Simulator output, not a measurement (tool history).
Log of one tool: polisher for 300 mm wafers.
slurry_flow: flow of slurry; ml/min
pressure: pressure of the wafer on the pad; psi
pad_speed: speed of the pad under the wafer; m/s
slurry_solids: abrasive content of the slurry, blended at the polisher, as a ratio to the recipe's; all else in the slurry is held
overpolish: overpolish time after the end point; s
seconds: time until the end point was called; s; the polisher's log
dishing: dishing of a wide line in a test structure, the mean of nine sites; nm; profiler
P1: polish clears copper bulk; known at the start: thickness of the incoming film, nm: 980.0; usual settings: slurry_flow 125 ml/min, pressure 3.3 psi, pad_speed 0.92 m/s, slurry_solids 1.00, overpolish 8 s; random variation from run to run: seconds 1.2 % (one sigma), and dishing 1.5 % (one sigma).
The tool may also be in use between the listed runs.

Run 1, hour 13.3: slurry_flow 125 ml/min, pressure 3.3 psi, pad_speed 0.92 m/s, slurry_solids 1.00, overpolish 8 s. Result: seconds 112.120 s, dishing 48.691 nm.
Run 2, hour 31.2: slurry_flow 125 ml/min, pressure 3.3 psi, pad_speed 0.92 m/s, slurry_solids 1.00, overpolish 14 s. Result: seconds 111.030 s, dishing 76.455 nm.
Run 3, hour 42.9: slurry_flow 195 ml/min, pressure 3.3 psi, pad_speed 0.92 m/s, slurry_solids 1.00, overpolish 8 s. Result: seconds 104.830 s, dishing 50.707 nm.
Run 4, hour 60.0: slurry_flow 125 ml/min, pressure 3.3 psi, pad_speed 0.92 m/s, slurry_solids 1.00, overpolish 8 s. Result: seconds 111.490 s, dishing 46.950 nm.
Run 5, hour 71.3: slurry_flow 125 ml/min, pressure 3.3 psi, pad_speed 0.92 m/s, slurry_solids 1.00, overpolish 8 s. Result: seconds 111.880 s, dishing 47.772 nm.
Run 6, hour 87.1: slurry_flow 125 ml/min, pressure 3.3 psi, pad_speed 0.66 m/s, slurry_solids 1.00, overpolish 8 s. Result: seconds 155.970 s, dishing 35.824 nm.
At hour 92.3: slurry blender recalibrated.
Run 7, hour 95.5: slurry_flow 125 ml/min, pressure 3.3 psi, pad_speed 0.92 m/s, slurry_solids 0.65, overpolish 8 s. Result: seconds 122.120 s, dishing 43.400 nm.
Run 8, hour 104.6: slurry_flow 125 ml/min, pressure 5.1 psi, pad_speed 1.42 m/s, slurry_solids 1.00, overpolish 8 s. Result: seconds 47.748 s, dishing 97.562 nm.
Run 9, hour 114.8: slurry_flow 125 ml/min, pressure 1.9 psi, pad_speed 0.92 m/s, slurry_solids 1.00, overpolish 8 s. Result: seconds 192.860 s, dishing 28.301 nm.
Run 10, hour 129.2: slurry_flow 125 ml/min, pressure 5.0 psi, pad_speed 0.92 m/s, slurry_solids 1.00, overpolish 8 s. Result: seconds 75.993 s, dishing 67.207 nm.
Run 11, hour 142.1: slurry_flow 125 ml/min, pressure 3.3 psi, pad_speed 0.92 m/s, slurry_solids 1.00, overpolish 3 s. Result: seconds 111.810 s, dishing 19.491 nm.
At hour 143.2: head pressure recalibrated.
Run 12, hour 154.1: slurry_flow 190 ml/min, pressure 3.3 psi, pad_speed 0.92 m/s, slurry_solids 1.00, overpolish 4 s. Result: seconds 106.730 s, dishing 27.356 nm.
Run 13, hour 164.2: slurry_flow 125 ml/min, pressure 3.3 psi, pad_speed 0.92 m/s, slurry_solids 1.00, overpolish 8 s. Result: seconds 109.450 s, dishing 47.142 nm.
Run 14, hour 179.2: slurry_flow 125 ml/min, pressure 3.3 psi, pad_speed 1.46 m/s, slurry_solids 1.00, overpolish 8 s. Result: seconds 69.284 s, dishing 67.315 nm.
Run 15, hour 187.5: slurry_flow 75 ml/min, pressure 3.3 psi, pad_speed 0.92 m/s, slurry_solids 1.00, overpolish 8 s. Result: seconds 127.260 s, dishing 42.878 nm.
Run 16, hour 204.4: slurry_flow 125 ml/min, pressure 3.3 psi, pad_speed 0.92 m/s, slurry_solids 1.40, overpolish 8 s. Result: seconds 107.300 s, dishing 49.924 nm.
Run 17, hour 220.1: slurry_flow 125 ml/min, pressure 3.3 psi, pad_speed 0.66 m/s, slurry_solids 1.30, overpolish 8 s. Result: seconds 148.310 s, dishing 37.682 nm.
Run 18, hour 229.8: slurry_flow 125 ml/min, pressure 3.3 psi, pad_speed 0.92 m/s, slurry_solids 1.00, overpolish 8 s. Result: seconds 111.380 s, dishing 49.738 nm.
Run 19, hour 247.1: slurry_flow 125 ml/min, pressure 3.3 psi, pad_speed 0.92 m/s, slurry_solids 1.00, overpolish 8 s. Result: seconds 119.260 s, dishing 44.908 nm.
Run 20, hour 259.4: slurry_flow 125 ml/min, pressure 3.3 psi, pad_speed 0.92 m/s, slurry_solids 1.00, overpolish 8 s. Result: seconds 119.900 s, dishing 43.176 nm.

Run 21 comes next. What will it give?
At hour 266.8: head pressure recalibrated.
Run 21, hour 272.1: slurry_flow 125 ml/min, pressure 3.3 psi, pad_speed 0.92 m/s, slurry_solids 1.00, overpolish 8 s. Result: seconds ?, dishing ?.

Run 21 gave seconds 124.220 s, dishing 43.730 nm.

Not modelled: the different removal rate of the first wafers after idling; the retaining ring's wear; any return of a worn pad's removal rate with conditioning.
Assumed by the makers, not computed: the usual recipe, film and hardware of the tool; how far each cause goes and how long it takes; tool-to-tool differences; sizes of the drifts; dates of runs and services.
